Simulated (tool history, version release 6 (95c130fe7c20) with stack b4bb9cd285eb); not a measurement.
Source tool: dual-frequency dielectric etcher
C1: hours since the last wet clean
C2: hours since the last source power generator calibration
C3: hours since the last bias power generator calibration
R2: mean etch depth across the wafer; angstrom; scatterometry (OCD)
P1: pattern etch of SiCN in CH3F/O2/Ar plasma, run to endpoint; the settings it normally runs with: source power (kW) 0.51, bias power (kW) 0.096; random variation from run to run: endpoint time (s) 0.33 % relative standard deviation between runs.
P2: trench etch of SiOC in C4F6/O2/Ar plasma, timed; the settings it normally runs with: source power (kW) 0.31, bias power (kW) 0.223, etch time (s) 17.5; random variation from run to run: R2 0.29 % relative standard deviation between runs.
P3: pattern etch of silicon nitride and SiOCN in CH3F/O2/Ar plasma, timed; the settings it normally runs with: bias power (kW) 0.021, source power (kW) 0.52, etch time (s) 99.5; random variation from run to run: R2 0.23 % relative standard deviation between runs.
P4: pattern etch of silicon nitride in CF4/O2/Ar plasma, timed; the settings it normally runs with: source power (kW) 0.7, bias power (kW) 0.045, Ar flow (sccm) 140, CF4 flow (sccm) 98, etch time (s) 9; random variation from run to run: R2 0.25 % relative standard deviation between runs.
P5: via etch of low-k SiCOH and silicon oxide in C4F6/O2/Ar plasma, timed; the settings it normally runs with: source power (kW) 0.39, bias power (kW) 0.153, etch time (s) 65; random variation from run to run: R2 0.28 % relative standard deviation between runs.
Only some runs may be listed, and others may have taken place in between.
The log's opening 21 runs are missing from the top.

{"run": 22, "hour": 199.8, "process that ran": "P4", "source power (kW)": 0.41, "bias power (kW)": 0.045, "etch time (s)": 9, "Ar flow (sccm)": 140, "CF4 flow (sccm)": 98, "C1": 18.7, "C2": 24.7, "C3": 2252.2, "R2": 129.54}
{"run": 23, "hour": 206.7, "process that ran": "P5", "source power (kW)": 0.39, "bias power (kW)": 0.153, "etch time (s)": 65, "C1": 25.6, "C2": 31.6, "C3": 2259.1, "R2": 1642}
{"run": 24, "hour": 215.2, "process that ran": "P4", "source power (kW)": 0.7, "bias power (kW)": 0.045, "etch time (s)": 13, "Ar flow (sccm)": 140, "CF4 flow (sccm)": 98, "C1": 34.1, "C2": 40.1, "C3": 2267.6, "R2": 299.41}
{"hour": 216.1, "done": "bias power generator calibrated"}
{"run": 25, "hour": 222.2, "process that ran": "P4", "source power (kW)": 0.7, "bias power (kW)": 0.029, "etch time (s)": 9, "Ar flow (sccm)": 140, "CF4 flow (sccm)": 98, "C1": 41.1, "C2": 47.1, "C3": 6.2, "R2": 177.29}
{"run": 26, "hour": 227.8, "process that ran": "P2", "source power (kW)": 0.31, "bias power (kW)": 0.177, "etch time (s)": 17.5, "C1": 46.7, "C2": 52.7, "C3": 11.8, "R2": 324.39}
{"run": 27, "hour": 233.6, "process that ran": "P1", "source power (kW)": 0.34, "bias power (kW)": 0.096, "C1": 52.5, "C2": 58.5, "C3": 17.6, "endpoint time (s)": 29.996}
{"run": 28, "hour": 241.5, "process that ran": "P2", "source power (kW)": 0.4, "bias power (kW)": 0.223, "etch time (s)": 17.5, "C1": 60.4, "C2": 66.4, "C3": 25.5, "R2": 384.25}
{"run": 29, "hour": 250.4, "process that ran": "P4", "source power (kW)": 0.7, "bias power (kW)": 0.045, "etch time (s)": 9, "Ar flow (sccm)": 140, "CF4 flow (sccm)": 98, "C1": 69.3, "C2": 75.3, "C3": 34.4, "R2": 206.22}

Expected results for the next run?
{"run": 30, "hour": 256.2, "process that ran": "P1", "source power (kW)": 0.51, "bias power (kW)": 0.096, "C1": 75.1, "C2": 81.1, "C3": 40.2, "endpoint time (s)": "?"}

endpoint time (s): 25.852
